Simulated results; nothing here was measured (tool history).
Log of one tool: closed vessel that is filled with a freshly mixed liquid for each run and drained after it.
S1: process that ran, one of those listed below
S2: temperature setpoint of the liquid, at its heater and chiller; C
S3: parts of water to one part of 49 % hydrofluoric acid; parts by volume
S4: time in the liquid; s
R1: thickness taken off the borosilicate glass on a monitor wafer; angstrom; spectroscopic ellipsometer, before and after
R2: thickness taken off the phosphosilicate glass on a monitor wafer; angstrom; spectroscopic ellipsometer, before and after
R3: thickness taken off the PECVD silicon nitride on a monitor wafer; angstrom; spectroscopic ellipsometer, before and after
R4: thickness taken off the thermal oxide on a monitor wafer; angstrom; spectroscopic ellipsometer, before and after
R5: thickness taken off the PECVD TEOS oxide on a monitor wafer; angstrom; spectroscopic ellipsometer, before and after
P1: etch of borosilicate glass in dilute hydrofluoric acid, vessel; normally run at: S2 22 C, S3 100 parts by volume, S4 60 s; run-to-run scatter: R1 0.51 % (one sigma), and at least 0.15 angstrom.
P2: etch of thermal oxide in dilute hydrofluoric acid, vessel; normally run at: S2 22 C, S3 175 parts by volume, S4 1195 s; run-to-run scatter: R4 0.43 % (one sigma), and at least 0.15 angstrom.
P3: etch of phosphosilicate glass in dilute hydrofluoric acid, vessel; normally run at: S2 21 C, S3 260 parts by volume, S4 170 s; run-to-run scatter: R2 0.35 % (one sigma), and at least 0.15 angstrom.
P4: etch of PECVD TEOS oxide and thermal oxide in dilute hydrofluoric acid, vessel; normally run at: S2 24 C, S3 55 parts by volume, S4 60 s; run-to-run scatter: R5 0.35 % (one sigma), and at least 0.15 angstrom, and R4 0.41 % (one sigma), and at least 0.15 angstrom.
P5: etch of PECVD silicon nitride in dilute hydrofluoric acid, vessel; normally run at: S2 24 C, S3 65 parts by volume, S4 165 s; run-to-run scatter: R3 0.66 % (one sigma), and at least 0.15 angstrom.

| run | day | S1 | S2 | S3 | S4 | R1 | R2 | R3 | R4 | R5 |
|---|---|---|---|---|---|---|---|---|---|---|
| 1 | 0.596 | P1 | 22 | 100 | 60 | 322.32 |  |  |  |  |
| 2 | 1.038 | P3 | 21 | 115 | 170 |  | 1137.6 |  |  |  |
| 3 | 1.458 | P5 | 30 | 65 | 165 |  |  | 63.56 |  |  |
| 4 | 1.833 | P3 | 21 | 260 | 170 |  | 434.5 |  |  |  |
| 5 | 2.417 | P1 | 22 | 140 | 60 | 219.48 |  |  |  |  |
|  | 2.888 | thermometer replaced |
| 6 | 3.054 | P3 | 28 | 260 | 170 |  | 556.12 |  |  |  |
| 7 | 3.7 | P1 | 27.5 | 100 | 60 | 395.42 |  |  |  |  |
| 8 | 4.071 | P1 | 22 | 100 | 60 | 320.76 |  |  |  |  |
| 9 | 4.379 | P1 | 22 | 55 | 60 | 616.6 |  |  |  |  |
| 10 | 4.7 | P2 | 22 | 175 | 1195 |  |  |  | 269.11 |  |
| 11 | 5.354 | P3 | 21 | 260 | 305 |  | 781.67 |  |  |  |
| 12 | 6.025 | P1 | 22 | 100 | 60 | 321.67 |  |  |  |  |
| 13 | 6.321 | P5 | 24 | 65 | 70 |  |  | 18.143 |  |  |
| 14 | 6.754 | P1 | 17 | 100 | 30 | 131.02 |  |  |  |  |
| 15 | 7.196 | P1 | 22 | 100 | 60 | 322.84 |  |  |  |  |
| 16 | 7.842 | P5 | 24 | 65 | 165 |  |  | 42.797 |  |  |
| 17 | 8.404 | P1 | 22 | 100 | 110 | 592.03 |  |  |  |  |
| 18 | 8.917 | P4 | 24 | 55 | 30 |  |  |  | 29.107 | 48.646 |
| 19 | 9.429 | P1 | 22 | 100 | 30 | 159.76 |  |  |  |  |
| 20 | 9.962 | P2 | 22 | 175 | 2095 |  |  |  | 472.03 |  |
| 21 | 10.562 | P4 | 24 | 55 | 60 |  |  |  | 58.157 | 97.496 |
| 22 | 11.238 | P2 | 22 | 175 | 1195 |  |  |  | 268.25 |  |
| 23 | 11.675 | P1 | 18 | 100 | 60 | 270.53 |  |  |  |  |
| 24 | 12.242 | P5 | 24 | 95 | 165 |  |  | 29.133 |  |  |
| 25 | 12.825 | P1 | 22 | 100 | 60 | 319.41 |  |  |  |  |
| 26 | 13.483 | P2 | 17 | 175 | 1195 |  |  |  | 220.04 |  |
| 27 | 14.079 | P4 | 17 | 55 | 60 |  |  |  | 43.252 | 72.525 |
| 28 | 14.712 | P1 | 22 | 100 | 60 | 316.92 |  |  |  |  |
| 29 | 15.354 | P4 | 24 | 20 | 60 |  |  |  | 167.36 | 279.86 |
| 30 | 15.7 | P2 | 22 | 35 | 1195 |  |  |  | 1588.8 |  |
| 31 | 16.108 | P1 | 22 | 100 | 60 | 320.04 |  |  |  |  |
| 32 | 16.767 | P1 | 22 | 100 | 60 | 308.6 |  |  |  |  |
| 33 | 17.096 | P1 | 22 | 100 | 60 | 305.09 |  |  |  |  |
| 34 | 17.571 | P1 | 22 | 100 | 60 | 301.38 |  |  |  |  |
| 35 | 18.058 | P1 | 22 | 100 | 60 | 296.63 |  |  |  |  |
| 36 | 18.533 | P1 | 22 | 100 | 60 | 294.28 |  |  |  |  |
| 37 | 18.983 | P1 | 22 | 100 | 60 | 294.16 |  |  |  |  |
| 38 | 19.538 | P1 | 22 | 100 | 60 | 296.3 |  |  |  |  |
| 39 | 19.883 | P1 | 22 | 100 | 60 | 295.69 |  |  |  |  |
| 40 | 20.292 | P1 | 22 | 100 | 60 | 295.97 |  |  |  |  |

What P1 gives has crept away from where it was. These 2 causes fit the log equally well, each at the size given:
A: hydrofluoric acid flow below the setpoint (%) = 7.17
B: liquid colder than its thermometer reads (K) = 2.05
The creep began at about day 16.108.

4 check runs are offered, one wafer each, their results left as question marks. Which one tells the causes apart?
| check 1 | 20.7 | P5 | 24 | 85 | 165 |  |  | ? |  |  |
| check 2 | 20.7 | P2 | 17 | 80 | 1195 |  |  |  | ? |  |
| check 3 | 20.7 | P3 | 21 | 155 | 170 |  | ? |  |  |  |
| check 4 | 20.7 | P4 | 18.5 | 55 | 60 |  |  |  | ? | ? |

What each check would give under each cause:
| check | result | if A | if B |
|---|---|---|---|
| check 1 | R3 | 30.644 | 28.753 |
| check 2 | R4 | 489.48 | 485.93 |
| check 3 | R2 | 743.17 | 747.36 |
| check 4 | R4 | 42.414 | 42.025 |
| check 4 | R5 | 71.318 | 70.663 |
How far apart the two closest causes lie, in the result that separates them most: check 1 6.37 %; check 2 0.73 %; check 3 0.56 %; check 4 0.92 %
Check 1 tells the causes apart: in the others they would give nearly the same result.

Then check 1 was run and gave: R3 30.414 angstrom. Which cause is it?

It is A: hydrofluoric acid flow below the setpoint (%).
